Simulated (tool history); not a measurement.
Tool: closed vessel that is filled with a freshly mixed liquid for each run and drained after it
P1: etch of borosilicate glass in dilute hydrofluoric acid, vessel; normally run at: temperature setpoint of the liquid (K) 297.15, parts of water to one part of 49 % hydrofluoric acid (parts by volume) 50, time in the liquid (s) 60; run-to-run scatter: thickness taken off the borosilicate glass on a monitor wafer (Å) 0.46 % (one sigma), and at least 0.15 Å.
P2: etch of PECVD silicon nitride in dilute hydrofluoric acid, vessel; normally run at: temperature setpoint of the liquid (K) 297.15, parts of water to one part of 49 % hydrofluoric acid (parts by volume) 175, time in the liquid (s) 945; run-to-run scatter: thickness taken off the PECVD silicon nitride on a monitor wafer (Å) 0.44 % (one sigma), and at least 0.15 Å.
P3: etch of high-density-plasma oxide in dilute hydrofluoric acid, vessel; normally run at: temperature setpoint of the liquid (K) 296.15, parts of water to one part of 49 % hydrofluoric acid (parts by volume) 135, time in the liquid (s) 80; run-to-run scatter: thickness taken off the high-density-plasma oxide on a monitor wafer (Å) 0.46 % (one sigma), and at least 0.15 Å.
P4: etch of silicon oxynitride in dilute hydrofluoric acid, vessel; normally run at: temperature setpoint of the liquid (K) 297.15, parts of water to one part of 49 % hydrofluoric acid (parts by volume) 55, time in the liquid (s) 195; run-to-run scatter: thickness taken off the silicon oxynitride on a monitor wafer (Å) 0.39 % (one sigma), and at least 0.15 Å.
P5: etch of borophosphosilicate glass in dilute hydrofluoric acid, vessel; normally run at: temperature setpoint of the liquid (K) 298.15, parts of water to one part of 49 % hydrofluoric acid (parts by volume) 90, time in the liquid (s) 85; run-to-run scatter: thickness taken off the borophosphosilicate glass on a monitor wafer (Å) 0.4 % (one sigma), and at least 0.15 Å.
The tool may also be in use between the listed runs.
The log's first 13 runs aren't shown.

run   hour  process that ran  temperature setpoint of the liquid (K)  parts of water to one part of 49 % hydrofluoric acid (parts by volume)  time in the liquid (s)  thickness taken off the borosilicate glass on a monitor wafer (Å)  thickness taken off the high-density-plasma oxide on a monitor wafer (Å)  thickness taken off the silicon oxynitride on a monitor wafer (Å)  thickness taken off the borophosphosilicate glass on a monitor wafer (Å)  thickness taken off the PECVD silicon nitride on a monitor wafer (Å)
 14  176.8                P1                                  297.15                                                                      70                      30                                                             121.88
 15  184.0                P2                                  301.15                                                                     175                     945                                                                                                                                                                                                                                                                                                                                                          136.04
 16  194.3                P2                                  297.15                                                                     175                    1805                                                                                                                                                                                                                                                                                                                                                          201.89
 17  202.7                P2                                  297.15                                                                      40                     945                                                                                                                                                                                                                                                                                                                                                          451.19
 18  209.7                P1                                  297.15                                                                      50                      60                                                             354.96
 19  217.5                P4                                  297.15                                                                      55                     195                                                                                                                                                                                                          154.54
     224.9  -- thermometer replaced
 20  229.9                P4                                  297.15                                                                      20                     195                                                                                                                                                                                                          437.89
 21  236.9                P3                                  296.15                                                                     135                      30                                                                                                                                       18.267
 22  248.7                P1                                  297.15                                                                      50                      60                                                             352.24

The next listed run, before its measurement:
 23  263.3                P1                                  297.15                                                                      50                      30                                                                  ?

{"run 23": {"thickness taken off the borosilicate glass on a monitor wafer (Å)": 177.73}}
